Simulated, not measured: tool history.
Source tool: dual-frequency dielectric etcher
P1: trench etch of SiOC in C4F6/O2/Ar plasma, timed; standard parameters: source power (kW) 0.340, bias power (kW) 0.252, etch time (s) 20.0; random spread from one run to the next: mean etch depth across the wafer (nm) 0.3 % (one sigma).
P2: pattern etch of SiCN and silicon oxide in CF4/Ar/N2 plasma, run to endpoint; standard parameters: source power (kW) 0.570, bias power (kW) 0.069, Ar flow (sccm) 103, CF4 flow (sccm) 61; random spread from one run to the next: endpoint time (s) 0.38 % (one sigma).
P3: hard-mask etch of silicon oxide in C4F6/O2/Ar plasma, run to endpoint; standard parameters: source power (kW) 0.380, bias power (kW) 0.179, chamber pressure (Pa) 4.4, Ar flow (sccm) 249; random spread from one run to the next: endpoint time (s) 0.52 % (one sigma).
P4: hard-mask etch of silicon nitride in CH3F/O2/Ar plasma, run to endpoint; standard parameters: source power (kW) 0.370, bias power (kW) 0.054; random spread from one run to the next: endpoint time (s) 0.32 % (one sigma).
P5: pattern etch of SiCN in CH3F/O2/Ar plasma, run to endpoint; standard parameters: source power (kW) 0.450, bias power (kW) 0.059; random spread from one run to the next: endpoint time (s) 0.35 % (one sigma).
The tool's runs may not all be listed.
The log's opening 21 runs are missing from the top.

run,hour,process that ran,source power (kW),bias power (kW),etch time (s),chamber pressure (Pa),Ar flow (sccm),CF4 flow (sccm),hours since the last wet clean,hours since the last source power generator calibration,hours since the last bias power generator calibration,mean etch depth across the wafer (nm),endpoint time (s)
22,80.9,P2,0.570,0.069,,,103,61,146.9,3450.1,3028.0,,16.961
23,84.1,P1,0.340,0.252,20.0,,,,150.1,3453.3,3031.2,42.538,
24,87.0,P3,0.380,0.142,,4.4,249,,153.0,3456.2,3034.1,,85.771
25,91.7,P1,0.250,0.252,20.0,,,,157.7,3460.9,3038.8,37.839,
26,94.9,P1,0.340,0.252,20.0,,,,160.9,3464.1,3042.0,42.489,
27,97.2,P1,0.340,0.252,29.0,,,,163.2,3466.4,3044.3,61.461,
28,99.7,P4,0.240,0.054,,,,,165.7,3468.9,3046.8,,67.836
29,104.9,P3,0.220,0.179,,4.4,249,,170.9,3474.1,3052.0,,98.304
30,109.3,P3,0.380,0.179,,4.4,322,,175.3,3478.5,3056.4,,81.340
31,114.3,P2,0.440,0.069,,,103,61,180.3,3483.5,3061.4,,21.224
32,119.5,P1,0.340,0.252,20.0,,,,185.5,3488.7,3066.6,42.316,
33,123.0,P1,0.340,0.252,20.0,,,,189.0,3492.2,3070.1,42.812,
34,127.7,P1,0.340,0.252,20.0,,,,193.7,3496.9,3074.8,43.108,
35,130.6,P1,0.340,0.252,20.0,,,,196.6,3499.8,3077.7,42.782,
# hour 132.4: wet clean of the chamber
36,133.6,P1,0.340,0.252,20.0,,,,1.2,3502.8,3080.7,43.022,
37,136.2,P1,0.340,0.252,20.0,,,,3.8,3505.4,3083.3,43.011,
38,140.4,P1,0.340,0.252,20.0,,,,8.0,3509.6,3087.5,43.139,

What does the tool deliver on the next run?
39,143.4,P1,0.340,0.252,20.0,,,,11.0,3512.6,3090.5,?,

For run 39 the tool returned mean etch depth across the wafer (nm) 43.020.
